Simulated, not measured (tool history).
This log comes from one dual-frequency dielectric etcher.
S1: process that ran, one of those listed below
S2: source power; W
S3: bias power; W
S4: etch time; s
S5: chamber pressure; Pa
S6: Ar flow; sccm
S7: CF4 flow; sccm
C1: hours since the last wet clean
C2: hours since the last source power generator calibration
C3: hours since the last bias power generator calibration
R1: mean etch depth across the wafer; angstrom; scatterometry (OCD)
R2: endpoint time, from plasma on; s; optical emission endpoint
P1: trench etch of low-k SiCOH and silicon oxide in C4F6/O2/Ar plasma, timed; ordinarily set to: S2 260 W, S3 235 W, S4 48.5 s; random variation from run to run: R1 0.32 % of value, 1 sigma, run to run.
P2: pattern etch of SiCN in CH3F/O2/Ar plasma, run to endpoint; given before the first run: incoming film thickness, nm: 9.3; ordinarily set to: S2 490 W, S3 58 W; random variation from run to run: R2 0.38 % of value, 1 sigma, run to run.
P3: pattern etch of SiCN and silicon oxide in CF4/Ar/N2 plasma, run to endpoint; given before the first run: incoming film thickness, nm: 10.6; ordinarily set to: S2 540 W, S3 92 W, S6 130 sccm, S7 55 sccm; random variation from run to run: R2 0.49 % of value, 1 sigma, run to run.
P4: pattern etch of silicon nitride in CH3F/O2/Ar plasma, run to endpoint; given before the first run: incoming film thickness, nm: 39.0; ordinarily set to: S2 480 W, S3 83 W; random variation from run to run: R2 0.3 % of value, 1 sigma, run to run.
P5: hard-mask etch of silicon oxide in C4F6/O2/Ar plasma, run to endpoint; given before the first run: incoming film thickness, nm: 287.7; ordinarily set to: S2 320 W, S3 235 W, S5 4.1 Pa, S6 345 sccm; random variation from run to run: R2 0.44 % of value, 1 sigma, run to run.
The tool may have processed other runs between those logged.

run 1 hour=7.0 | S1=P1 S2=260 S3=235 S4=48.5 | C1=56.8 C2=542.8 C3=1273.8 | R1=1472.50
run 2 hour=13.0 | S1=P1 S2=260 S3=235 S4=34.5 | C1=62.8 C2=548.8 C3=1279.8 | R1=1056.40
run 3 hour=19.0 | S1=P1 S2=260 S3=235 S4=48.5 | C1=68.8 C2=554.8 C3=1285.8 | R1=1477.70
run 4 hour=23.5 | S1=P5 S2=320 S3=235 S5=4.1 S6=345 | C1=73.3 C2=559.3 C3=1290.3 | R2=96.837
run 5 hour=30.3 | S1=P5 S2=320 S3=326 S5=4.1 S6=345 | C1=80.1 C2=566.1 C3=1297.1 | R2=85.824
run 6 hour=38.4 | S1=P2 S2=490 S3=45 | C1=88.2 C2=574.2 C3=1305.2 | R2=26.110
run 7 hour=42.7 | S1=P1 S2=260 S3=304 S4=48.5 | C1=92.5 C2=578.5 C3=1309.5 | R1=1622.30
run 8 hour=49.5 | S1=P3 S2=540 S3=92 S6=130 S7=55 | C1=99.3 C2=585.3 C3=1316.3 | R2=10.606
run 9 hour=54.5 | S1=P3 S2=540 S3=92 S6=168 S7=55 | C1=104.3 C2=590.3 C3=1321.3 | R2=11.031
run 10 hour=60.0 | S1=P3 S2=540 S3=57 S6=130 S7=55 | C1=109.8 C2=595.8 C3=1326.8 | R2=12.527
run 11 hour=69.8 | S1=P5 S2=320 S3=235 S5=5.5 S6=345 | C1=119.6 C2=605.6 C3=1336.6 | R2=99.630
run 12 hour=79.4 | S1=P1 S2=200 S3=235 S4=48.5 | C1=129.2 C2=615.2 C3=1346.2 | R1=1332.40
run 13 hour=84.3 | S1=P1 S2=260 S3=235 S4=48.5 | C1=134.1 C2=620.1 C3=1351.1 | R1=1487.80
run 14 hour=90.1 | S1=P4 S2=480 S3=83 | C1=139.9 C2=625.9 C3=1356.9 | R2=50.439
run 15 hour=97.8 | S1=P2 S2=490 S3=58 | C1=147.6 C2=633.6 C3=1364.6 | R2=24.181
run 16 hour=105.9 | S1=P2 S2=350 S3=58 | C1=155.7 C2=641.7 C3=1372.7 | R2=27.454
run 17 hour=111.6 | S1=P4 S2=480 S3=117 | C1=161.4 C2=647.4 C3=1378.4 | R2=44.330
run 18 hour=117.9 | S1=P5 S2=320 S3=235 S5=4.1 S6=230 | C1=167.7 C2=653.7 C3=1384.7 | R2=92.720
run 19 hour=123.4 | S1=P1 S2=260 S3=235 S4=48.5 | C1=173.2 C2=659.2 C3=1390.2 | R1=1482.40
run 20 hour=128.4 | S1=P1 S2=180 S3=235 S4=26.5 | C1=178.2 C2=664.2 C3=1395.2 | R1=701.77
run 21 hour=132.7 | S1=P1 S2=260 S3=183 S4=48.5 | C1=182.5 C2=668.5 C3=1399.5 | R1=1365.50
run 22 hour=141.0 | S1=P1 S2=260 S3=235 S4=48.5 | C1=190.8 C2=676.8 C3=1407.8 | R1=1479.90
run 23 hour=148.5 | S1=P1 S2=260 S3=235 S4=48.5 | C1=198.3 C2=684.3 C3=1415.3 | R1=1481.50
run 24 hour=155.0 | S1=P4 S2=660 S3=83 | C1=204.8 C2=690.8 C3=1421.8 | R2=44.691
run 25 hour=159.5 | S1=P3 S2=420 S3=92 S6=130 S7=55 | C1=209.3 C2=695.3 C3=1426.3 | R2=13.169
run 26 hour=165.1 | S1=P5 S2=400 S3=235 S5=4.1 S6=345 | C1=214.9 C2=700.9 C3=1431.9 | R2=88.892
run 27 hour=173.1 | S1=P3 S2=540 S3=92 S6=130 S7=67 | C1=222.9 C2=708.9 C3=1439.9 | R2=10.294
run 28 hour=178.0 | S1=P1 S2=320 S3=235 S4=48.5 | C1=227.8 C2=713.8 C3=1444.8 | R1=1603.50
run 29 hour=186.0 | S1=P1 S2=260 S3=235 S4=72.5 | C1=235.8 C2=721.8 C3=1452.8 | R1=2216.50
run 30 hour=191.8 | S1=P1 S2=260 S3=235 S4=48.5 | C1=241.6 C2=727.6 C3=1458.6 | R1=1480.00
run 31 hour=198.4 | S1=P1 S2=260 S3=235 S4=48.5 | C1=248.2 C2=734.2 C3=1465.2 | R1=1494.80
run 32 hour=205.7 | S1=P1 S2=260 S3=235 S4=48.5 | C1=255.5 C2=741.5 C3=1472.5 | R1=1491.70
run 33 hour=213.2 | S1=P1 S2=260 S3=235 S4=48.5 | C1=263.0 C2=749.0 C3=1480.0 | R1=1496.30
run 34 hour=222.7 | S1=P1 S2=260 S3=235 S4=48.5 | C1=272.5 C2=758.5 C3=1489.5 | R1=1494.50
run 35 hour=230.5 | S1=P1 S2=260 S3=235 S4=48.5 | C1=280.3 C2=766.3 C3=1497.3 | R1=1494.20
-- hour=231.7 wet clean of the chamber
run 36 hour=236.0 | S1=P1 S2=260 S3=235 S4=48.5 | C1=4.4 C2=771.8 C3=1502.8 | R1=1496.90
run 37 hour=242.0 | S1=P1 S2=260 S3=235 S4=48.5 | C1=10.4 C2=777.8 C3=1508.8 | R1=1504.50
run 38 hour=247.6 | S1=P1 S2=260 S3=235 S4=48.5 | C1=16.0 C2=783.4 C3=1514.4 | R1=1507.30
run 39 hour=253.2 | S1=P1 S2=260 S3=235 S4=48.5 | C1=21.6 C2=789.0 C3=1520.0 | R1=1504.30
run 40 hour=259.4 | S1=P1 S2=260 S3=235 S4=48.5 | C1=27.8 C2=795.2 C3=1526.2 | R1=1504.00
run 41 hour=266.5 | S1=P1 S2=260 S3=235 S4=48.5 | C1=34.9 C2=802.3 C3=1533.3 | R1=1495.20

What P1 gives has crept off from where it sat before. The 2 causes that follow fit the log equally well, each at the size noted:
A: bias power that arrives over what is set, % = 4.75
B: source power that arrives over what is set, % = 4.29
The gradual shift began around hour 191.8.
What rules out each remaining cause:
chamber walls in a state that raises the etch rate, %: serviced after onset, at hour 231.7, with no recovery of the prior output

4 check runs are offered, each on 3 wafers whose results are averaged, their results left as question marks. Which one tells the causes apart?
run check 1 hour=273.6 | S1=P3 S2=540 S3=58 S6=130 S7=55 | R2=?
run check 2 hour=273.6 | S1=P4 S2=620 S3=111 | R2=?
run check 3 hour=273.6 | S1=P5 S2=320 S3=325 S5=4.1 S6=345 | R2=?
run check 4 hour=273.6 | S1=P2 S2=380 S3=48 | R2=?

Check results expected under each cause:
check=check_1 result=R2 if_A=12.269 if_B=12.016
check=check_2 result=R2 if_A=40.473 if_B=40.524
check=check_3 result=R2 if_A=84.945 if_B=85.023
check=check_4 result=R2 if_A=27.813 if_B=27.780
Separation of the two closest causes in each check, using whichever result separates them best: check 1 2.08 %; check 2 0.13 %; check 3 0.09 %; check 4 0.12 %
Check 1 is the one run that separates the causes; every other check would come out nearly the same whichever cause is at work.

Check 1 was then run and gave: R2 12.291 s. Which cause is it?

A is the cause: bias power that arrives over what is set, %.

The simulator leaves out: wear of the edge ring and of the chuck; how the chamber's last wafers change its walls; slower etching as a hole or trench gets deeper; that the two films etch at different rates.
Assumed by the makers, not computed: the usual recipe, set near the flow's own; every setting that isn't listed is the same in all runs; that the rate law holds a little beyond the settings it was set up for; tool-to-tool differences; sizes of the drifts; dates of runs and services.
